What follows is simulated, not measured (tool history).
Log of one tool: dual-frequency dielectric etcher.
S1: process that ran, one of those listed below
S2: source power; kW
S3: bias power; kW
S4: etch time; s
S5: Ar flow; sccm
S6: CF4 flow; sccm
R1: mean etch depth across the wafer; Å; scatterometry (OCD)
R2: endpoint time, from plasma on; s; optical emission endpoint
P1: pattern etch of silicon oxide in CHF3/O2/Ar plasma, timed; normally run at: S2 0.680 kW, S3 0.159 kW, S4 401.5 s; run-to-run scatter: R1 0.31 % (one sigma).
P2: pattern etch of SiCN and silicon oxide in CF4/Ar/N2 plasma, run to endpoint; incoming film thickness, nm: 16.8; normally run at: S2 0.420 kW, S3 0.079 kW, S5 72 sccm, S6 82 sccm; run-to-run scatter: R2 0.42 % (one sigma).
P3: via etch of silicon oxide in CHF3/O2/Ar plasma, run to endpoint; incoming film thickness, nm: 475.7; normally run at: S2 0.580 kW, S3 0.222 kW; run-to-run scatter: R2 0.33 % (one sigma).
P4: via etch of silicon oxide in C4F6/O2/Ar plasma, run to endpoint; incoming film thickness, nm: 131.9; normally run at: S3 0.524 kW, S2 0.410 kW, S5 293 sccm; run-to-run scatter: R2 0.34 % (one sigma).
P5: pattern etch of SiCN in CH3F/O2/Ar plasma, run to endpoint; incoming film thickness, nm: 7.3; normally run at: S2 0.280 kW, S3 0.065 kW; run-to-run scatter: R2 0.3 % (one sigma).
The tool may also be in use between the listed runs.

Run 1, day 0.250: S1 P1, S2 0.680 kW, S3 0.159 kW, S4 401.5 s. Result: R1 7926.9 Å.
Run 2, day 0.396: S1 P1, S2 0.680 kW, S3 0.159 kW, S4 401.5 s. Result: R1 7942.2 Å.
Run 3, day 0.567: S1 P5, S2 0.280 kW, S3 0.065 kW. Result: R2 23.074 s.
Run 4, day 0.788: S1 P1, S2 0.840 kW, S3 0.159 kW, S4 280.0 s. Result: R1 5942.8 Å.
Run 5, day 0.938: S1 P2, S2 0.420 kW, S3 0.079 kW, S5 72 sccm, S6 82 sccm. Result: R2 18.395 s.
Run 6, day 1.092: S1 P1, S2 0.680 kW, S3 0.159 kW, S4 401.5 s. Result: R1 7880.2 Å.
Run 7, day 1.371: S1 P1, S2 0.460 kW, S3 0.159 kW, S4 401.5 s. Result: R1 6783.9 Å.
Run 8, day 1.500: S1 P2, S2 0.420 kW, S3 0.095 kW, S5 72 sccm, S6 82 sccm. Result: R2 17.280 s.
Run 9, day 1.758: S1 P1, S2 0.680 kW, S3 0.159 kW, S4 553.0 s. Result: R1 10878.0 Å.
Run 10, day 2.017: S1 P4, S2 0.410 kW, S3 0.707 kW, S5 293 sccm. Result: R2 25.361 s.
Run 11, day 2.200: S1 P1, S2 0.910 kW, S3 0.159 kW, S4 401.5 s. Result: R1 8807.2 Å.
Run 12, day 2.429: S1 P5, S2 0.280 kW, S3 0.065 kW. Result: R2 23.086 s.
At day 2.529: bias power generator calibrated.
Run 13, day 2.608: S1 P1, S2 0.680 kW, S3 0.208 kW, S4 401.5 s. Result: R1 8637.7 Å.
Run 14, day 2.812: S1 P2, S2 0.420 kW, S3 0.079 kW, S5 72 sccm, S6 66 sccm. Result: R2 19.037 s.
Run 15, day 3.088: S1 P4, S2 0.560 kW, S3 0.524 kW, S5 293 sccm. Result: R2 25.360 s.
Run 16, day 3.254: S1 P1, S2 0.680 kW, S3 0.159 kW, S4 401.5 s. Result: R1 7882.6 Å.
Run 17, day 3.429: S1 P3, S2 0.700 kW, S3 0.222 kW. Result: R2 205.760 s.
Run 18, day 3.717: S1 P5, S2 0.190 kW, S3 0.065 kW. Result: R2 26.650 s.
Run 19, day 3.912: S1 P4, S2 0.410 kW, S3 0.524 kW, S5 293 sccm. Result: R2 28.288 s.
Run 20, day 4.071: S1 P5, S2 0.280 kW, S3 0.053 kW. Result: R2 24.629 s.
Run 21, day 4.354: S1 P4, S2 0.410 kW, S3 0.524 kW, S5 293 sccm. Result: R2 28.349 s.
Run 22, day 4.633: S1 P3, S2 0.580 kW, S3 0.222 kW. Result: R2 220.060 s.
Run 23, day 4.842: S1 P1, S2 0.930 kW, S3 0.103 kW, S4 401.5 s. Result: R1 7812.7 Å.
Run 24, day 5.050: S1 P3, S2 0.580 kW, S3 0.136 kW. Result: R2 258.220 s.
Run 25, day 5.217: S1 P1, S2 0.680 kW, S3 0.159 kW, S4 401.5 s. Result: R1 7904.6 Å.
Run 26, day 5.471: S1 P1, S2 0.680 kW, S3 0.098 kW, S4 301.0 s. Result: R1 5095.1 Å.
At day 5.546: wet clean of the chamber.
Run 27, day 5.638: S1 P4, S2 0.410 kW, S3 0.524 kW, S5 374 sccm. Result: R2 29.282 s.
Run 28, day 5.858: S1 P2, S2 0.420 kW, S3 0.079 kW, S5 97 sccm, S6 82 sccm. Result: R2 19.124 s.
Run 29, day 6.100: S1 P1, S2 0.680 kW, S3 0.115 kW, S4 401.5 s. Result: R1 7107.6 Å.
Run 30, day 6.392: S1 P2, S2 0.420 kW, S3 0.079 kW, S5 72 sccm, S6 82 sccm. Result: R2 18.522 s.
Run 31, day 6.562: S1 P1, S2 0.680 kW, S3 0.159 kW, S4 308.5 s. Result: R1 6064.1 Å.
Run 32, day 6.729: S1 P2, S2 0.330 kW, S3 0.079 kW, S5 72 sccm, S6 82 sccm. Result: R2 22.780 s.
Run 33, day 6.862: S1 P1, S2 0.680 kW, S3 0.159 kW, S4 401.5 s. Result: R1 7898.9 Å.
Run 34, day 7.104: S1 P1, S2 0.680 kW, S3 0.159 kW, S4 401.5 s. Result: R1 7925.5 Å.
Run 35, day 7.346: S1 P1, S2 0.680 kW, S3 0.159 kW, S4 401.5 s. Result: R1 7960.0 Å.
Run 36, day 7.504: S1 P1, S2 0.680 kW, S3 0.159 kW, S4 401.5 s. Result: R1 7946.9 Å.
Run 37, day 7.746: S1 P1, S2 0.680 kW, S3 0.159 kW, S4 401.5 s. Result: R1 7960.7 Å.
At day 7.854: wet clean of the chamber.
Run 38, day 7.983: S1 P1, S2 0.680 kW, S3 0.159 kW, S4 401.5 s. Result: R1 7979.7 Å.
Run 39, day 8.200: S1 P1, S2 0.680 kW, S3 0.159 kW, S4 401.5 s. Result: R1 8008.2 Å.
Run 40, day 8.433: S1 P1, S2 0.680 kW, S3 0.159 kW, S4 401.5 s. Result: R1 8056.7 Å.
Run 41, day 8.600: S1 P1, S2 0.680 kW, S3 0.159 kW, S4 401.5 s. Result: R1 8013.3 Å.
Run 42, day 8.825: S1 P1, S2 0.680 kW, S3 0.159 kW, S4 401.5 s. Result: R1 8042.8 Å.
Run 43, day 8.971: S1 P1, S2 0.680 kW, S3 0.159 kW, S4 401.5 s. Result: R1 8045.8 Å.

What P1 gives has crept away from where it was. These 2 causes fit the log equally well, each at the size given:
A: bias power that arrives over what is set, % = 4.85
B: source power that arrives over what is set, % = 4.08
The creep began at about day 6.862.
Why every other cause is out:
chamber walls in a state that raises the etch rate, %: serviced at day 7.854, which brought nothing back

4 check runs are offered, each on 3 wafers whose results are averaged, their results left as question marks. Which one tells the causes apart?
Run check 1, day 9.117: S1 P4, S2 0.410 kW, S3 0.524 kW, S5 293 sccm. Result: R2 ?.
Run check 2, day 9.117: S1 P5, S2 0.280 kW, S3 0.065 kW. Result: R2 ?.
Run check 3, day 9.117: S1 P2, S2 0.420 kW, S3 0.079 kW, S5 72 sccm, S6 82 sccm. Result: R2 ?.
Run check 4, day 9.117: S1 P3, S2 0.580 kW, S3 0.222 kW. Result: R2 ?.

What each check would give under each cause:
  check  result     if A     if B
check 1      R2   27.837   27.924
check 2      R2   22.638   22.681
check 3      R2   18.129   17.769
check 4      R2  216.040  216.370
How far apart the two closest causes lie, in the result that separates them most: check 1 0.31 %; check 2 0.19 %; check 3 2.01 %; check 4 0.16 %
Only check 3 tells the causes apart: in the others they would give nearly the same result.

Then check 3 was run and gave: R2 18.133 s. Which cause is it?

It is A: bias power that arrives over what is set, %.
